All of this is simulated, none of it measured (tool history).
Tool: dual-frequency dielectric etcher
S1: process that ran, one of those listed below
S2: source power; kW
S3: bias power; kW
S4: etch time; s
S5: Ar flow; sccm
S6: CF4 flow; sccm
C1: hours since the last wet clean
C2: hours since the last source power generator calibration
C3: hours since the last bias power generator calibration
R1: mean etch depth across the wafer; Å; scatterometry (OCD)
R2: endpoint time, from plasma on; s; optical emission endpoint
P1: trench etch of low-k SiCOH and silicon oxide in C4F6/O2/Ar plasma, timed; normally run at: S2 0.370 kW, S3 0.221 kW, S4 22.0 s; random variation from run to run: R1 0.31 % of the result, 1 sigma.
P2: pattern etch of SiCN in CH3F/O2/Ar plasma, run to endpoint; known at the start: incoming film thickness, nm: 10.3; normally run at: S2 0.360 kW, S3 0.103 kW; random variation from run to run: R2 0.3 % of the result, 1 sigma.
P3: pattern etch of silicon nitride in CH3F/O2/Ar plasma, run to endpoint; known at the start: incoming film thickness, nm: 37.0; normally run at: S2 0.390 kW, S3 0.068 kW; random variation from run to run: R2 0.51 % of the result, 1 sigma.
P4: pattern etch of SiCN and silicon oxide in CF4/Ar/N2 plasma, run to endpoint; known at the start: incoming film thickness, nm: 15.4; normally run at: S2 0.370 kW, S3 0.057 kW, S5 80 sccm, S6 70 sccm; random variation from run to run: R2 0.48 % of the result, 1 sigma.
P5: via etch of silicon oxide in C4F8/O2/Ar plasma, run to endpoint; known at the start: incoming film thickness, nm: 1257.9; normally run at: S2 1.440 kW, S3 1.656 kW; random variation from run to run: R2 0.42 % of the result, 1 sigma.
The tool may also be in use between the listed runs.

Run 1, hour 7.9: S1 P1, S2 0.370 kW, S3 0.221 kW, S4 22.0 s; C1 381.0; C2 1596.5; C3 2010.5. Result: R1 720.32 Å.
Run 2, hour 19.9: S1 P3, S2 0.230 kW, S3 0.068 kW; C1 393.0; C2 1608.5; C3 2022.5. Result: R2 65.617 s.
Run 3, hour 27.7: S1 P3, S2 0.390 kW, S3 0.041 kW; C1 400.8; C2 1616.3; C3 2030.3. Result: R2 63.485 s.
Run 4, hour 35.5: S1 P1, S2 0.370 kW, S3 0.221 kW, S4 22.0 s; C1 408.6; C2 1624.1; C3 2038.1. Result: R1 725.13 Å.
Run 5, hour 42.5: S1 P4, S2 0.470 kW, S3 0.057 kW, S5 80 sccm, S6 70 sccm; C1 415.6; C2 1631.1; C3 2045.1. Result: R2 17.848 s.
Run 6, hour 52.1: S1 P3, S2 0.390 kW, S3 0.068 kW; C1 425.2; C2 1640.7; C3 2054.7. Result: R2 53.838 s.
Run 7, hour 61.3: S1 P1, S2 0.370 kW, S3 0.221 kW, S4 12.5 s; C1 434.4; C2 1649.9; C3 2063.9. Result: R1 412.08 Å.
Run 8, hour 71.7: S1 P1, S2 0.370 kW, S3 0.221 kW, S4 22.0 s; C1 444.8; C2 1660.3; C3 2074.3. Result: R1 723.23 Å.
Run 9, hour 82.1: S1 P1, S2 0.370 kW, S3 0.221 kW, S4 22.0 s; C1 455.2; C2 1670.7; C3 2084.7. Result: R1 724.56 Å.
Run 10, hour 92.1: S1 P5, S2 1.440 kW, S3 1.656 kW; C1 465.2; C2 1680.7; C3 2094.7. Result: R2 295.940 s.
Run 11, hour 103.3: S1 P1, S2 0.370 kW, S3 0.178 kW, S4 22.0 s; C1 476.4; C2 1691.9; C3 2105.9. Result: R1 675.08 Å.
Run 12, hour 115.2: S1 P4, S2 0.370 kW, S3 0.034 kW, S5 80 sccm, S6 70 sccm; C1 488.3; C2 1703.8; C3 2117.8. Result: R2 25.806 s.
Run 13, hour 123.8: S1 P2, S2 0.210 kW, S3 0.103 kW; C1 496.9; C2 1712.4; C3 2126.4. Result: R2 30.112 s.
Run 14, hour 135.9: S1 P1, S2 0.280 kW, S3 0.221 kW, S4 22.0 s; C1 509.0; C2 1724.5; C3 2138.5. Result: R1 650.87 Å.
Run 15, hour 149.4: S1 P3, S2 0.390 kW, S3 0.068 kW; C1 522.5; C2 1738.0; C3 2152.0. Result: R2 53.920 s.
Run 16, hour 158.6: S1 P4, S2 0.370 kW, S3 0.057 kW, S5 80 sccm, S6 70 sccm; C1 531.7; C2 1747.2; C3 2161.2. Result: R2 22.002 s.
Run 17, hour 172.4: S1 P4, S2 0.370 kW, S3 0.057 kW, S5 62 sccm, S6 70 sccm; C1 545.5; C2 1761.0; C3 2175.0. Result: R2 21.373 s.
Run 18, hour 179.0: S1 P1, S2 0.440 kW, S3 0.221 kW, S4 22.0 s; C1 552.1; C2 1767.6; C3 2181.6. Result: R1 772.58 Å.

Run 19 comes next. What will it give?
Run 19, hour 189.0: S1 P1, S2 0.370 kW, S3 0.221 kW, S4 27.5 s; C1 562.1; C2 1777.6; C3 2191.6. Result: R1 ?.

{"run 19": {"R1": 907.57}}

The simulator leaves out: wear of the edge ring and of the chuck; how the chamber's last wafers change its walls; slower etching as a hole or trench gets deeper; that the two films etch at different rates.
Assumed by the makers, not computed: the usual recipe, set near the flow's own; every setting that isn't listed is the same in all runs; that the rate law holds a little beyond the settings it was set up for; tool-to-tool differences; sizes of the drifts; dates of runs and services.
